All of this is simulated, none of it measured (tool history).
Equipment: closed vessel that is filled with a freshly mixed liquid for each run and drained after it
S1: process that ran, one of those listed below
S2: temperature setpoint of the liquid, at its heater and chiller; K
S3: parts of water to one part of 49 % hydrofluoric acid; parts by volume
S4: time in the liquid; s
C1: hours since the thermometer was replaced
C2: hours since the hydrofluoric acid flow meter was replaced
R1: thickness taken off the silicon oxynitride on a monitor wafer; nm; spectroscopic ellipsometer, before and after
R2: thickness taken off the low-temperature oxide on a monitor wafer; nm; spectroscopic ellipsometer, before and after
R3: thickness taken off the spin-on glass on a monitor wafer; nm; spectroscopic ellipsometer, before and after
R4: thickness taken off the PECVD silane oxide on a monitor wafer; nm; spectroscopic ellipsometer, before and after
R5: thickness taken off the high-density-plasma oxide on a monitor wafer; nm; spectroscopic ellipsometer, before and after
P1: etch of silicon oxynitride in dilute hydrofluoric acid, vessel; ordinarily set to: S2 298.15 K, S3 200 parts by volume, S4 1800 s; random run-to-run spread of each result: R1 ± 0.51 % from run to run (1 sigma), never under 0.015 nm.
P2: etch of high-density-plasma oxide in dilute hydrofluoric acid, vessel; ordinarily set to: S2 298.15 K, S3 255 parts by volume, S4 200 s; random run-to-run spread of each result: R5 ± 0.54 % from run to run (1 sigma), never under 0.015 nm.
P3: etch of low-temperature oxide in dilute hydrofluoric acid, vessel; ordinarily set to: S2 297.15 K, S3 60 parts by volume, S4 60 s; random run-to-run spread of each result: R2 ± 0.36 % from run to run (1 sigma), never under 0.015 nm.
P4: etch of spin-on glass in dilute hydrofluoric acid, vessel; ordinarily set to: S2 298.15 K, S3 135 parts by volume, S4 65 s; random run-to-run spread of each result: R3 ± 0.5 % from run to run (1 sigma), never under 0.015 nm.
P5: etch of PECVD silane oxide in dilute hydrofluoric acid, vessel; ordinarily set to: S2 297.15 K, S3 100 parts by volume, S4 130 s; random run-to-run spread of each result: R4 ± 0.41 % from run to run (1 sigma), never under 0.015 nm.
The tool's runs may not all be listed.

Run 1, day 0.417: S1 P1, S2 298.15 K, S3 200 parts by volume, S4 1800 s; C1 525.1; C2 424.2. Result: R1 12.534 nm.
Run 2, day 0.862: S1 P3, S2 297.15 K, S3 60 parts by volume, S4 60 s; C1 535.8; C2 434.9. Result: R2 13.26 nm.
Run 3, day 1.238: S1 P4, S2 298.15 K, S3 75 parts by volume, S4 65 s; C1 544.8; C2 443.9. Result: R3 38.857 nm.
Run 4, day 1.708: S1 P1, S2 298.15 K, S3 200 parts by volume, S4 1800 s; C1 556.1; C2 455.2. Result: R1 12.741 nm.
Run 5, day 2.004: S1 P5, S2 297.15 K, S3 25 parts by volume, S4 130 s; C1 563.2; C2 462.3. Result: R4 189.06 nm.
Run 6, day 2.279: S1 P3, S2 297.15 K, S3 60 parts by volume, S4 60 s; C1 569.8; C2 468.9. Result: R2 13.394 nm.
Run 7, day 2.508: S1 P1, S2 302.15 K, S3 200 parts by volume, S4 1800 s; C1 575.3; C2 474.4. Result: R1 15.058 nm.
Run 8, day 2.796: S1 P1, S2 303.15 K, S3 200 parts by volume, S4 680 s; C1 582.2; C2 481.3. Result: R1 5.9425 nm.
Run 9, day 3.188: S1 P1, S2 298.15 K, S3 335 parts by volume, S4 1800 s; C1 591.6; C2 490.7. Result: R1 6.8703 nm.
Run 10, day 3.575: S1 P2, S2 298.15 K, S3 255 parts by volume, S4 55 s; C1 600.9; C2 500. Result: R5 1.172 nm.
Run 11, day 3.996: S1 P1, S2 298.15 K, S3 200 parts by volume, S4 1800 s; C1 611; C2 510.1. Result: R1 12.647 nm.
Run 12, day 4.3: S1 P5, S2 303.65 K, S3 100 parts by volume, S4 130 s; C1 618.3; C2 517.4. Result: R4 54.991 nm.
Run 13, day 4.642: S1 P1, S2 290.65 K, S3 200 parts by volume, S4 3365 s; C1 626.5; C2 525.6. Result: R1 16.735 nm.
Run 14, day 5.058: S1 P4, S2 290.65 K, S3 135 parts by volume, S4 65 s; C1 636.5; C2 535.6. Result: R3 14.951 nm.
Run 15, day 5.371: S1 P2, S2 303.15 K, S3 255 parts by volume, S4 200 s; C1 644; C2 543.1. Result: R5 5.0052 nm.
Run 16, day 5.767: S1 P1, S2 298.15 K, S3 35 parts by volume, S4 1800 s; C1 653.5; C2 552.6. Result: R1 82.077 nm.
Run 17, day 6.021: S1 P3, S2 301.65 K, S3 60 parts by volume, S4 60 s; C1 659.6; C2 558.7. Result: R2 16.029 nm.
Run 18, day 6.446: S1 P4, S2 298.15 K, S3 135 parts by volume, S4 120 s; C1 669.8; C2 568.9. Result: R3 36.888 nm.
Run 19, day 6.879: S1 P2, S2 298.15 K, S3 255 parts by volume, S4 200 s; C1 680.2; C2 579.3. Result: R5 4.2492 nm.
Run 20, day 7.308: S1 P4, S2 298.15 K, S3 135 parts by volume, S4 65 s; C1 690.5; C2 589.6. Result: R3 20.087 nm.
Run 21, day 7.733: S1 P1, S2 301.65 K, S3 305 parts by volume, S4 1800 s; C1 700.7; C2 599.8. Result: R1 8.8127 nm.
Run 22, day 8.092: S1 P3, S2 297.15 K, S3 20 parts by volume, S4 60 s; C1 709.3; C2 608.4. Result: R2 41.984 nm.
Run 23, day 8.542: S1 P3, S2 297.15 K, S3 60 parts by volume, S4 30 s; C1 720.1; C2 619.2. Result: R2 6.6415 nm.
Run 24, day 9: S1 P1, S2 298.15 K, S3 200 parts by volume, S4 1800 s; C1 731.1; C2 630.2. Result: R1 12.539 nm.
Run 25, day 9.512: S1 P1, S2 298.15 K, S3 200 parts by volume, S4 105 s; C1 743.4; C2 642.5. Result: R1 0.76105 nm.
Run 26, day 9.896: S1 P1, S2 294.65 K, S3 200 parts by volume, S4 1800 s; C1 752.6; C2 651.7. Result: R1 10.864 nm.
Run 27, day 10.333: S1 P1, S2 298.15 K, S3 200 parts by volume, S4 2625 s; C1 763.1; C2 662.2. Result: R1 18.463 nm.
Run 28, day 10.704: S1 P5, S2 297.15 K, S3 100 parts by volume, S4 35 s; C1 772; C2 671.1. Result: R4 11.546 nm.
Run 29, day 10.962: S1 P1, S2 298.15 K, S3 200 parts by volume, S4 1800 s; C1 778.2; C2 677.3. Result: R1 12.645 nm.
Run 30, day 11.304: S1 P2, S2 298.15 K, S3 145 parts by volume, S4 200 s; C1 786.4; C2 685.5. Result: R5 8.542 nm.
Run 31, day 11.592: S1 P1, S2 298.15 K, S3 200 parts by volume, S4 1800 s; C1 793.3; C2 692.4. Result: R1 12.662 nm.
Run 32, day 12.058: S1 P5, S2 297.15 K, S3 100 parts by volume, S4 130 s; C1 804.5; C2 703.6. Result: R4 42.418 nm.
Run 33, day 12.45: S1 P1, S2 298.15 K, S3 200 parts by volume, S4 1800 s; C1 813.9; C2 713. Result: R1 12.538 nm.
Run 34, day 12.712: S1 P1, S2 298.15 K, S3 200 parts by volume, S4 1800 s; C1 820.2; C2 719.3. Result: R1 12.252 nm.
Run 35, day 13.142: S1 P1, S2 298.15 K, S3 200 parts by volume, S4 1800 s; C1 830.5; C2 729.6. Result: R1 11.839 nm.
Run 36, day 13.433: S1 P1, S2 298.15 K, S3 200 parts by volume, S4 1800 s; C1 837.5; C2 736.6. Result: R1 11.667 nm.
Run 37, day 13.862: S1 P1, S2 298.15 K, S3 200 parts by volume, S4 1800 s; C1 847.8; C2 746.9. Result: R1 11.513 nm.
Run 38, day 14.15: S1 P1, S2 298.15 K, S3 200 parts by volume, S4 1800 s; C1 854.7; C2 753.8. Result: R1 11.51 nm.
Run 39, day 14.538: S1 P1, S2 298.15 K, S3 200 parts by volume, S4 1800 s; C1 864; C2 763.1. Result: R1 11.503 nm.
Run 40, day 14.938: S1 P1, S2 298.15 K, S3 200 parts by volume, S4 1800 s; C1 873.6; C2 772.7. Result: R1 11.52 nm.
Run 41, day 15.217: S1 P1, S2 298.15 K, S3 200 parts by volume, S4 1800 s; C1 880.3; C2 779.4. Result: R1 11.425 nm.

P1 has crept away from where it was. The log is fitted equally well by each of these 2 causes, at the sizes shown:
A: hydrofluoric acid flow below the setpoint (%) = 8.17
B: liquid colder than its thermometer reads (K) = 2.22
Creep in the process output first set in at about day 12.45.

Consider the 4 check runs below, whose results appear as question marks and each of which averages 2 wafers. Which one distinguishes the causes, in that each cause would give it a clearly different result?
Run check 1, day 15.496: S1 P5, S2 303.15 K, S3 35 parts by volume, S4 130 s. Result: R4 ?.
Run check 2, day 15.496: S1 P4, S2 291.15 K, S3 135 parts by volume, S4 110 s. Result: R3 ?.
Run check 3, day 15.496: S1 P2, S2 302.65 K, S3 255 parts by volume, S4 200 s. Result: R5 ?.
Run check 4, day 15.496: S1 P3, S2 301.15 K, S3 60 parts by volume, S4 60 s. Result: R2 ?.

If the cause were each of the candidates in turn, the checks would give the following:
  check  result    if A    if B
check 1      R4  155.43  155.56
check 2      R3  23.344  23.471
check 3      R5  4.4766   4.639
check 4      R2  14.265  14.328
Per check, the gap between the least separated pair of causes, taken in the result that splits them most: check 1 0.09 %; check 2 0.54 %; check 3 3.56 %; check 4 0.44 %
Check 3 distinguishes between the causes, while the remaining checks would return nearly the same result for all of them.

Check 3 has now been run. It gave: R5 4.4477 nm. Which of the candidate causes is it?

The cause is A: hydrofluoric acid flow below the setpoint (%).
